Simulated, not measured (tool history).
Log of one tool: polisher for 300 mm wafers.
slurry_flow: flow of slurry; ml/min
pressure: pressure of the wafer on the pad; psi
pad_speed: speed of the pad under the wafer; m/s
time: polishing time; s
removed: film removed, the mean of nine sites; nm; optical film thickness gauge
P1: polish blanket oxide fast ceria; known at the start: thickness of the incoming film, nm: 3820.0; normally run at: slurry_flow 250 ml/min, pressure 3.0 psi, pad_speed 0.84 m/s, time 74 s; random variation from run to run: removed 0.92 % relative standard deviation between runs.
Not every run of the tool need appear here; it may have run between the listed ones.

run   hour  slurry_flow  pressure  pad_speed  time  wafers polished on this pad  hours since the slurry nozzle was cleaned  hours since the head pressure was calibrated  removed
  1    2.9          250       3.0       0.84    74                          262                                      559.0                                         425.2   992.23
  2    6.5          150       3.0       0.84    74                          305                                      562.6                                         428.8   924.33
  3    9.8          385       3.0       0.84    40                          343                                      565.9                                         432.1   553.14
  4   14.3          250       3.0       0.84    97                          396                                      570.4                                         436.6  1291.40
  5   16.6          250       3.0       0.84    74                          423                                      572.7                                         438.9   991.01
  6   21.4          250       1.9       0.84    74                          479                                      577.5                                         443.7   624.28
  7   24.4          250       3.0       0.84    74                          514                                      580.5                                         446.7  1006.70
  8   27.9          250       3.0       1.20    74                          555                                      584.0                                         450.2  1414.10
  9   31.9          190       3.0       0.84   102                          602                                      588.0                                         454.2  1301.50
 10   36.9          370       3.0       0.84    74                          661                                      593.0                                         459.2  1027.60
 11   41.9          315       1.8       0.84    74                          719                                      598.0                                         464.2   605.14
 12   45.2          250       4.1       0.84    74                          758                                      601.3                                         467.5  1370.30
 13   49.0          250       3.0       0.84    74                          803                                      605.1                                         471.3   987.39
 14   51.6          250       3.0       0.84    33                          833                                      607.7                                         473.9   437.55
 15   54.4          250       3.0       0.54    74                          866                                      610.5                                         476.7   638.78
 16   58.4          250       3.0       0.84    74                          913                                      614.5                                         480.7   982.01
 17   63.2          250       3.0       0.84    74                          969                                      619.3                                         485.5   985.07
 18   68.3          250       3.0       0.84    74                         1029                                      624.4                                         490.6   988.82
 19   72.0          250       3.0       0.84    74                         1072                                      628.1                                         494.3   978.64
 20   74.3          250       3.0       0.84    74                         1099                                      630.4                                         496.6   990.10
 21   76.5          250       3.0       0.84    74                         1125                                      632.6                                         498.8   975.84
 22   80.6          250       3.0       0.84    74                         1173                                      636.7                                         502.9   950.18
 23   85.2          250       3.0       0.84    74                         1227                                      641.3                                         507.5   941.68
 24   88.9          250       3.0       0.84    74                         1270                                      645.0                                         511.2   932.57
 25   92.2          250       3.0       0.84    74                         1309                                      648.3                                         514.5   918.50
      94.8  -- worn pad replaced by a new one
 26   97.1          250       3.0       0.84    74                           27                                      653.2                                         519.4   936.32
 27  101.4          250       3.0       0.84    74                           77                                      657.5                                         523.7   944.59
 28  106.0          250       3.0       0.84    74                          131                                      662.1                                         528.3   945.90

The output of P1 has drifted from where it used to be. Each of the 2 causes below, taken at the size shown beside it, accounts for the log equally well:
A: slurry flow missing at the pad, % = 32.5
B: head's pressure below its setpoint, % = 4.97
The drift started at roughly hour 68.3.
What rules out each remaining cause:
removal rate lost through wear of the pad, %: maintenance at hour 94.8, after the shift began, did not return the process to its former output

Which of the check runs below tells the causes apart, meaning the causes would give it clearly different results? Each run uses 5 wafers whose results are averaged, and each result is shown as a question mark.
check 1  110.6          250       3.0       1.16    37                                                                                                                              ?
check 2  110.6          305       3.0       0.84    74                                                                                                                              ?
check 3  110.6          150       3.0       0.84    74                                                                                                                              ?
check 4  110.6          305       2.2       0.84    74                                                                                                                              ?

What every check run would give for each of its results, assuming each possible cause in turn:
  check   result    if A    if B
check 1  removed  648.81  648.78
check 2  removed  966.45  958.00
check 3  removed  849.46  875.90
check 4  removed  708.73  702.54
Smallest distance between any two causes, each pair judged by its most separating result, in per cent: check 1 0 %; check 2 0.88 %; check 3 3.06 %; check 4 0.88 %
Check 3 distinguishes between the causes, while the remaining checks would return nearly the same result for all of them.

Here is what check 3 returned: removed 853.21 nm. Which cause is it?

Of the candidate causes, it is A: slurry flow missing at the pad, %.
